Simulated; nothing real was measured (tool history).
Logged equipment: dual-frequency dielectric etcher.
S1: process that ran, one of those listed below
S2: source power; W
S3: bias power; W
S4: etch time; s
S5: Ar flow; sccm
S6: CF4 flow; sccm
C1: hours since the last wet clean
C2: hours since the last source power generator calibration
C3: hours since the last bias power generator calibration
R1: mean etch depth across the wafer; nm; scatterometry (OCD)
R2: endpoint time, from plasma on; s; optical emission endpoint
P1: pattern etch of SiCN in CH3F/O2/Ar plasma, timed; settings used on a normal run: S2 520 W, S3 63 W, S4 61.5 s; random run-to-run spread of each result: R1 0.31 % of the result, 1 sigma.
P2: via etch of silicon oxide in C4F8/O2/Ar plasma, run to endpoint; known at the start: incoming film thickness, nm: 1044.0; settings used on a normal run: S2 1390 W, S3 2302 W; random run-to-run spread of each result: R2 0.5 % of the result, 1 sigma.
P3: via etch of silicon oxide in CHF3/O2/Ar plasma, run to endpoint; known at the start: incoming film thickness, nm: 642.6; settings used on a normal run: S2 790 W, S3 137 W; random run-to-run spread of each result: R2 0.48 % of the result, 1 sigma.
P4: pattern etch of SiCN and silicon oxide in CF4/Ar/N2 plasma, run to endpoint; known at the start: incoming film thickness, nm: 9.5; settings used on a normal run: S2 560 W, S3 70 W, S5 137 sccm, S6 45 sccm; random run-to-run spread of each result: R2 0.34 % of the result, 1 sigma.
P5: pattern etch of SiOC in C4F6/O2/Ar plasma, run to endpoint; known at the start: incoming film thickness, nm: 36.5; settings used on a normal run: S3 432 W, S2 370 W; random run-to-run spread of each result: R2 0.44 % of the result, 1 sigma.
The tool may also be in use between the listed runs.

run 1 hour=4.6 | S1=P1 S2=520 S3=63 S4=61.5 | C1=371.6 C2=471.6 C3=349.3 | R1=24.383
run 2 hour=9.7 | S1=P2 S2=1390 S3=2302 | C1=376.7 C2=476.7 C3=354.4 | R2=239.59
run 3 hour=14.1 | S1=P1 S2=520 S3=63 S4=42 | C1=381.1 C2=481.1 C3=358.8 | R1=16.596
run 4 hour=17.7 | S1=P5 S2=370 S3=432 | C1=384.7 C2=484.7 C3=362.4 | R2=13.075
run 5 hour=24.6 | S1=P2 S2=1390 S3=1562 | C1=391.6 C2=491.6 C3=369.3 | R2=267.77
run 6 hour=30.3 | S1=P2 S2=920 S3=2302 | C1=397.3 C2=497.3 C3=375 | R2=277.83
run 7 hour=33.5 | S1=P1 S2=520 S3=63 S4=61.5 | C1=400.5 C2=500.5 C3=378.2 | R1=24.322
run 8 hour=37.3 | S1=P3 S2=790 S3=186 | C1=404.3 C2=504.3 C3=382 | R2=291.47
run 9 hour=43.9 | S1=P1 S2=520 S3=86 S4=61.5 | C1=410.9 C2=510.9 C3=388.6 | R1=27.256
run 10 hour=49.7 | S1=P5 S2=370 S3=595 | C1=416.7 C2=516.7 C3=394.4 | R2=11.643
run 11 hour=55.8 | S1=P4 S2=560 S3=42 S5=137 S6=45 | C1=422.8 C2=522.8 C3=400.5 | R2=12.686
run 12 hour=61.5 | S1=P1 S2=520 S3=63 S4=61.5 | C1=428.5 C2=528.5 C3=406.2 | R1=24.461
run 13 hour=67.1 | S1=P4 S2=560 S3=70 S5=137 S6=45 | C1=434.1 C2=534.1 C3=411.8 | R2=10.619
run 14 hour=70.5 | S1=P1 S2=520 S3=63 S4=90 | C1=437.5 C2=537.5 C3=415.2 | R1=35.783
run 15 hour=74.1 | S1=P1 S2=520 S3=63 S4=61.5 | C1=441.1 C2=541.1 C3=418.8 | R1=24.486
-- hour=74.6 bias power generator calibrated
run 16 hour=79.1 | S1=P1 S2=520 S3=63 S4=61.5 | C1=446.1 C2=546.1 C3=4.5 | R1=24.416
run 17 hour=84 | S1=P3 S2=1080 S3=137 | C1=451 C2=551 C3=9.4 | R2=283.93
run 18 hour=90 | S1=P1 S2=620 S3=63 S4=61.5 | C1=457 C2=557 C3=15.4 | R1=26.066
run 19 hour=97 | S1=P4 S2=560 S3=70 S5=137 S6=45 | C1=464 C2=564 C3=22.4 | R2=10.617
run 20 hour=103.9 | S1=P4 S2=770 S3=70 S5=137 S6=45 | C1=470.9 C2=570.9 C3=29.3 | R2=8.0213
run 21 hour=107.6 | S1=P1 S2=520 S3=49 S4=61.5 | C1=474.6 C2=574.6 C3=33 | R1=22.482
run 22 hour=112.2 | S1=P3 S2=790 S3=137 | C1=479.2 C2=579.2 C3=37.6 | R2=320.72
run 23 hour=119.1 | S1=P4 S2=560 S3=70 S5=137 S6=57 | C1=486.1 C2=586.1 C3=44.5 | R2=10.218
run 24 hour=124.2 | S1=P1 S2=520 S3=63 S4=61.5 | C1=491.2 C2=591.2 C3=49.6 | R1=24.288
run 25 hour=127.5 | S1=P1 S2=350 S3=63 S4=77 | C1=494.5 C2=594.5 C3=52.9 | R1=26.367
run 26 hour=133.8 | S1=P4 S2=560 S3=70 S5=87 S6=45 | C1=500.8 C2=600.8 C3=59.2 | R2=9.8716
run 27 hour=138 | S1=P5 S2=520 S3=432 | C1=505 C2=605 C3=63.4 | R2=11.566
run 28 hour=144 | S1=P1 S2=520 S3=63 S4=61.5 | C1=511 C2=611 C3=69.4 | R1=24.373
run 29 hour=147.1 | S1=P1 S2=400 S3=63 S4=61.5 | C1=514.1 C2=614.1 C3=72.5 | R1=22.022
run 30 hour=153.6 | S1=P1 S2=520 S3=63 S4=61.5 | C1=520.6 C2=620.6 C3=79 | R1=24.297
run 31 hour=157.6 | S1=P1 S2=520 S3=63 S4=61.5 | C1=524.6 C2=624.6 C3=83 | R1=24.558
run 32 hour=164.6 | S1=P1 S2=520 S3=63 S4=61.5 | C1=531.6 C2=631.6 C3=90 | R1=24.684
run 33 hour=170.1 | S1=P1 S2=520 S3=63 S4=61.5 | C1=537.1 C2=637.1 C3=95.5 | R1=24.791
run 34 hour=173.5 | S1=P1 S2=520 S3=63 S4=61.5 | C1=540.5 C2=640.5 C3=98.9 | R1=24.572
run 35 hour=177.9 | S1=P1 S2=520 S3=63 S4=61.5 | C1=544.9 C2=644.9 C3=103.3 | R1=24.741
run 36 hour=182 | S1=P1 S2=520 S3=63 S4=61.5 | C1=549 C2=649 C3=107.4 | R1=24.727
run 37 hour=188.3 | S1=P1 S2=520 S3=63 S4=61.5 | C1=555.3 C2=655.3 C3=113.7 | R1=24.736
-- hour=190.7 wet clean of the chamber
run 38 hour=195.1 | S1=P1 S2=520 S3=63 S4=61.5 | C1=4.4 C2=662.1 C3=120.5 | R1=24.781
run 39 hour=199.6 | S1=P1 S2=520 S3=63 S4=61.5 | C1=8.9 C2=666.6 C3=125 | R1=24.647
run 40 hour=205.9 | S1=P1 S2=520 S3=63 S4=61.5 | C1=15.2 C2=672.9 C3=131.3 | R1=24.764

Something has made what P1 gives creep away from where it was; the 2 causes below, each at its own stated size, fit the log equally well:
A: bias power that arrives over what is set, % = 4.71
B: source power that arrives over what is set, % = 4.15
At approximately hour 153.6, the process output began to creep.
Other possible causes, and why each is ruled out:
chamber walls in a state that raises the etch rate, %: maintenance at hour 190.7, after the shift began, did not return the process to its former output

Which of the check runs below tells the causes apart, meaning the causes would give it clearly different results? Each run uses 2 wafers whose results are averaged, and each result is shown as a question mark.
run check 1 hour=212.2 | S1=P4 S2=560 S3=49 S5=137 S6=56 | R2=?
run check 2 hour=212.2 | S1=P5 S2=500 S3=550 | R2=?
run check 3 hour=212.2 | S1=P2 S2=1390 S3=1887 | R2=?
run check 4 hour=212.2 | S1=P3 S2=1080 S3=185 | R2=?

Outcome of each check run for each possible cause:
check=check_1 result=R2 if_A=11.415 if_B=11.183
check=check_2 result=R2 if_A=10.547 if_B=10.571
check=check_3 result=R2 if_A=247.96 if_B=247.28
check=check_4 result=R2 if_A=253.96 if_B=253.77
Gap, in per cent, between the two causes that each check separates least, read from the result that separates them most: check 1 2.05 %; check 2 0.23 %; check 3 0.28 %; check 4 0.07 %
Check 1 tells the causes apart: in the others they would give nearly the same result.

Here is what check 1 returned: R2 11.445 s. Which cause is it?

The cause is A: bias power that arrives over what is set, %.
